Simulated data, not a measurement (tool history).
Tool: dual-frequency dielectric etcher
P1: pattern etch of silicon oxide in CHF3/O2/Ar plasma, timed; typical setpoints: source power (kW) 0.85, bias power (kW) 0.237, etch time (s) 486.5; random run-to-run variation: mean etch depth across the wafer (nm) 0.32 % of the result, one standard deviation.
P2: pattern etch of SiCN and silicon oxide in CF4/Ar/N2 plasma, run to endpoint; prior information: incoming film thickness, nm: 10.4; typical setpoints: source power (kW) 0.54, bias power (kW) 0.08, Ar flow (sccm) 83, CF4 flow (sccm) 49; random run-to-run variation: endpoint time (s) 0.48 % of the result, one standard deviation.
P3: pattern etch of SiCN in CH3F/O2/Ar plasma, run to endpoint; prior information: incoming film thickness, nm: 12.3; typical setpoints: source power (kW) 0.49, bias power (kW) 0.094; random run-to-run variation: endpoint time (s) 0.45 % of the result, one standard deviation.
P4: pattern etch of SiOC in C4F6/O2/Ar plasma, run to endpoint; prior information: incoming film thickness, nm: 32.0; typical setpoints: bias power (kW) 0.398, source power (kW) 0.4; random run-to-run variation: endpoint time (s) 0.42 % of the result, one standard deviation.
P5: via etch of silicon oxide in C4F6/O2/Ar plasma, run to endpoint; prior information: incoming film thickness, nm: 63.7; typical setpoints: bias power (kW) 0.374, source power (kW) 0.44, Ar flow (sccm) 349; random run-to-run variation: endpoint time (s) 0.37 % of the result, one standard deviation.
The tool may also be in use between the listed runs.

run   hour  process that ran  source power (kW)  bias power (kW)  etch time (s)  Ar flow (sccm)  CF4 flow (sccm)  hours since the last wet clean  hours since the last source power generator calibration  hours since the last bias power generator calibration  mean etch depth across the wafer (nm)  endpoint time (s)
  1    9.5                P1               0.85            0.237          486.5                                                            278.3                                                    768.7                                                   1624                                 1197.9
  2   21.5                P1               0.85            0.181          486.5                                                            290.3                                                    780.7                                                   1636                                 1084.2
  3   32.7                P4                0.4            0.398                                                                           301.5                                                    791.9                                                 1647.2                                                      11.8
  4     39                P1               0.85             0.32          486.5                                                            307.8                                                    798.2                                                 1653.5                                 1327.2
  5   50.3                P2               0.54             0.08                             83               49                           319.1                                                    809.5                                                 1664.8                                                    10.231
  6   61.6                P1               0.56            0.237          486.5                                                            330.4                                                    820.8                                                 1676.1                                 1012.7
  7   73.1                P5               0.29            0.374                            349                                            341.9                                                    832.3                                                 1687.6                                                    17.784
  8   83.3                P3               0.49            0.121                                                                           352.1                                                    842.5                                                 1697.8                                                    25.475
  9   93.3                P2               0.43             0.08                             83               49                           362.1                                                    852.5                                                 1707.8                                                    12.594
 10  103.2                P2               0.54            0.053                             83               49                             372                                                    862.4                                                 1717.7                                                    11.918
 11  109.4                P1               0.64            0.237          611.5                                                            378.2                                                    868.6                                                 1723.9                                 1346.5
 12  116.6                P2               0.54             0.08                            104               49                           385.4                                                    875.8                                                 1731.1                                                     10.71
 13  128.1                P3               0.49            0.094                                                                           396.9                                                    887.3                                                 1742.6                                                    28.286
 14  138.3                P1               0.85            0.277          347.5                                                            407.1                                                    897.5                                                 1752.8                                 903.33
 15  147.8                P1               0.85            0.237          486.5                                                            416.6                                                      907                                                 1762.3                                 1197.1
 16  157.2                P1               0.85            0.237          486.5                                                              426                                                    916.4                                                 1771.7                                   1186
 17  168.6                P1               0.85            0.237          486.5                                                            437.4                                                    927.8                                                 1783.1                                 1195.3
 18  175.2                P1               0.52            0.237          704.5                                                              444                                                    934.4                                                 1789.7                                 1428.5
 19    181                P3               0.64            0.094                                                                           449.8                                                    940.2                                                 1795.5                                                    25.783
 20    192                P5               0.44            0.259                            349                                            460.8                                                    951.2                                                 1806.5                                                    17.358
 21    205                P4                0.4            0.523                                                                           473.8                                                    964.2                                                 1819.5                                                    10.622
 22  217.8                P5               0.44            0.374                            276                                            486.6                                                      977                                                 1832.3                                                    14.895
 23    224                P1               0.85            0.237          345.5                                                            492.8                                                    983.2                                                 1838.5                                  847.5
 24  232.8                P1               0.85            0.237          693.5                                                            501.6                                                      992                                                 1847.3                                 1688.4
 25    240                P4               0.55            0.398                                                                           508.8                                                    999.2                                                 1854.5                                                     10.49
 26  250.3                P5               0.44            0.374                            349                                            519.1                                                   1009.5                                                 1864.8                                                    15.349
 27  256.6                P1               1.12            0.237          486.5                                                            525.4                                                   1015.8                                                 1871.1                                 1327.2
 28  265.3                P2               0.54             0.08                             83               30                           534.1                                                   1024.5                                                 1879.8                                                    11.141
 29  278.2                P1               0.85            0.237          486.5                                                              547                                                   1037.4                                                 1892.7                                 1185.4
 30  286.9                P1               0.85            0.237          486.5                                                            555.7                                                   1046.1                                                 1901.4                                 1193.6
 31  298.8                P1               0.85            0.237          486.5                                                            567.6                                                     1058                                                 1913.3                                 1185.3
 32  311.8                P1               0.85            0.237          486.5                                                            580.6                                                     1071                                                 1926.3                                 1177.6
 33  321.2                P1               0.85            0.237          486.5                                                              590                                                   1080.4                                                 1935.7                                 1182.4
 34  326.9                P1               0.85            0.237          486.5                                                            595.7                                                   1086.1                                                 1941.4                                 1177.9
     327.9  -- wet clean of the chamber
 35  336.7                P1               0.85            0.237          486.5                                                              8.8                                                   1095.9                                                 1951.2                                 1173.6
 36  342.8                P1               0.85            0.237          486.5                                                             14.9                                                     1102                                                 1957.3                                 1175.1
 37  355.7                P1               0.85            0.237          486.5                                                             27.8                                                   1114.9                                                 1970.2                                 1170.7
 38  364.3                P1               0.85            0.237          486.5                                                             36.4                                                   1123.5                                                 1978.8                                 1167.8
 39  374.2                P1               0.85            0.237          486.5                                                             46.3                                                   1133.4                                                 1988.7                                 1173.5
 40  382.8                P1               0.85            0.237          486.5                                                             54.9                                                     1142                                                 1997.3                                 1167.9

The output of P1 has drifted from where it used to be. Each of the 2 causes below, taken at the size shown beside it, accounts for the log equally well:
A: bias power that arrives under what is set, % = 4.7
B: source power that arrives under what is set, % = 4.29
At approximately hour 286.9, the process output began to creep.
Excluded causes, each with its reason:
chamber walls in a state that lowers the etch rate, %: serviced at hour 327.9, after the drift had started, without restoring the earlier output

Which of the check runs below tells the causes apart, meaning the causes would give it clearly different results? Each run uses 3 wafers whose results are averaged, and each result is shown as a question mark.
check 1  391.4                P3               0.49            0.094                                                                                                                                                                                                                                                         ?
check 2  391.4                P2               0.54             0.08                             83               49                                                                                                                                                                                                         ?
check 3  391.4                P4                0.4            0.398                                                                                                                                                                                                                                                         ?
check 4  391.4                P5               0.44            0.374                            349                                                                                                                                                                                                                          ?

What every check run would give for each of its results, assuming each possible cause in turn:
  check             result    if A    if B
check 1  endpoint time (s)   28.78  28.741
check 2  endpoint time (s)  10.532  10.764
check 3  endpoint time (s)  11.966  11.955
check 4  endpoint time (s)  15.502  15.492
Gap, in per cent, between the two causes that each check separates least, read from the result that separates them most: check 1 0.13 %; check 2 2.18 %; check 3 0.1 %; check 4 0.06 %
Only in check 2 would the causes give clearly different results; in the remaining checks their results would be nearly the same.

Here is what check 2 returned: endpoint time (s) 10.762. Which cause is it?

The correct cause is B, namely: source power that arrives under what is set, %.

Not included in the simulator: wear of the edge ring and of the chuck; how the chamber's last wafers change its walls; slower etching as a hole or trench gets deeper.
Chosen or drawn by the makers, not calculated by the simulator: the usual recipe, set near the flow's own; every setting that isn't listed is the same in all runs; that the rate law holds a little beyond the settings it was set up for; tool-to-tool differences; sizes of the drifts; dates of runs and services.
